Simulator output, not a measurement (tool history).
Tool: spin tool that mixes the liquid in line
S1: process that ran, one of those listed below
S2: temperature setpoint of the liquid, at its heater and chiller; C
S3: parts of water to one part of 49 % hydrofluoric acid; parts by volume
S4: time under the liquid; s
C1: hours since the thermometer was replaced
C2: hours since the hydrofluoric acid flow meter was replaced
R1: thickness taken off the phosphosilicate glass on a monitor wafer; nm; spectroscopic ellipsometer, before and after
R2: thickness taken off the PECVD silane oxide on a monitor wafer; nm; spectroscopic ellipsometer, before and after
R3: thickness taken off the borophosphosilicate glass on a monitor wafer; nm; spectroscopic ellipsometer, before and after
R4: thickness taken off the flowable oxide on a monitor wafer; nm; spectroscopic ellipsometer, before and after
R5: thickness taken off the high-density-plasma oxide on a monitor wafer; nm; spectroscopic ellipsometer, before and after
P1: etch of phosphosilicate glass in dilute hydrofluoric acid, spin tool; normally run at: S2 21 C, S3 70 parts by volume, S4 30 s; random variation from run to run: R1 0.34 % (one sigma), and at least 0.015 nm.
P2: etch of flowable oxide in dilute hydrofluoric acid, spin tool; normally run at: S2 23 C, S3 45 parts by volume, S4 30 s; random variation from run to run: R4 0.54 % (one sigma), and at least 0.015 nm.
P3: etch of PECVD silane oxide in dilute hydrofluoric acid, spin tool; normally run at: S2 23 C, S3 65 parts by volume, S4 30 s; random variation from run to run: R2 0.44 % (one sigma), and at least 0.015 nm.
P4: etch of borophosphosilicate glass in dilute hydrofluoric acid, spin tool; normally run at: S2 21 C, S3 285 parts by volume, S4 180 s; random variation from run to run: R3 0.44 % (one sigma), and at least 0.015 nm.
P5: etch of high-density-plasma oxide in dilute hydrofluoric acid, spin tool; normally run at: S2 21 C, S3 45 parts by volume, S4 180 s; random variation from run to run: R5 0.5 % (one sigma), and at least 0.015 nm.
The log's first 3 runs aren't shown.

Run 4, hour 41.5: S1 P3, S2 23 C, S3 65 parts by volume, S4 30 s; C1 279.6; C2 1527.9. Result: R2 10.835 nm.
Run 5, hour 50.8: S1 P4, S2 21 C, S3 285 parts by volume, S4 180 s; C1 288.9; C2 1537.2. Result: R3 17.639 nm.
Run 6, hour 57.4: S1 P1, S2 21 C, S3 70 parts by volume, S4 15 s; C1 295.5; C2 1543.8. Result: R1 28.75 nm.
Run 7, hour 64.6: S1 P2, S2 19.5 C, S3 45 parts by volume, S4 30 s; C1 302.7; C2 1551. Result: R4 19.854 nm.
Run 8, hour 71.3: S1 P1, S2 17.5 C, S3 70 parts by volume, S4 50 s; C1 309.4; C2 1557.7. Result: R1 83.132 nm.
Run 9, hour 81.4: S1 P1, S2 21 C, S3 100 parts by volume, S4 30 s; C1 319.5; C2 1567.8. Result: R1 39.043 nm.
Run 10, hour 86.9: S1 P1, S2 21 C, S3 70 parts by volume, S4 30 s; C1 325; C2 1573.3. Result: R1 57.525 nm.
Run 11, hour 94.6: S1 P5, S2 17 C, S3 45 parts by volume, S4 180 s; C1 332.7; C2 1581. Result: R5 16.408 nm.
Run 12, hour 105.1: S1 P1, S2 17 C, S3 100 parts by volume, S4 30 s; C1 343.2; C2 1591.5. Result: R1 33.208 nm.
Run 13, hour 112.6: S1 P1, S2 21 C, S3 70 parts by volume, S4 30 s; C1 350.7; C2 1599. Result: R1 58.124 nm.
Run 14, hour 121.5: S1 P4, S2 17 C, S3 285 parts by volume, S4 180 s; C1 359.6; C2 1607.9. Result: R3 15.243 nm.
Run 15, hour 133.5: S1 P1, S2 21 C, S3 70 parts by volume, S4 30 s; C1 371.6; C2 1619.9. Result: R1 58.06 nm.
Run 16, hour 139.8: S1 P4, S2 21 C, S3 285 parts by volume, S4 180 s; C1 377.9; C2 1626.2. Result: R3 17.695 nm.
Run 17, hour 145.2: S1 P2, S2 23 C, S3 45 parts by volume, S4 60 s; C1 383.3; C2 1631.6. Result: R4 45.834 nm.
At hour 146.2: thermometer replaced.
Run 18, hour 154.7: S1 P5, S2 21 C, S3 20 parts by volume, S4 180 s; C1 8.6; C2 1641.1. Result: R5 45.374 nm.
Run 19, hour 160.2: S1 P2, S2 23 C, S3 20 parts by volume, S4 30 s; C1 14.1; C2 1646.6. Result: R4 53.178 nm.
Run 20, hour 170.7: S1 P5, S2 21 C, S3 45 parts by volume, S4 180 s; C1 24.6; C2 1657.1. Result: R5 19.603 nm.
Run 21, hour 180.9: S1 P1, S2 27 C, S3 70 parts by volume, S4 30 s; C1 34.8; C2 1667.3. Result: R1 73.875 nm.
Run 22, hour 186.9: S1 P5, S2 21 C, S3 45 parts by volume, S4 350 s; C1 40.8; C2 1673.3. Result: R5 37.967 nm.
Run 23, hour 196.1: S1 P1, S2 21 C, S3 95 parts by volume, S4 15 s; C1 50; C2 1682.5. Result: R1 20.754 nm.
Run 24, hour 203.7: S1 P4, S2 21 C, S3 510 parts by volume, S4 180 s; C1 57.6; C2 1690.1. Result: R3 8.0942 nm.

Forecast run 25:
Run 25, hour 209.4: S1 P1, S2 21 C, S3 70 parts by volume, S4 60 s; C1 63.3; C2 1695.8. Result: R1 ?.

Run 25 gave R1 115.24 nm.
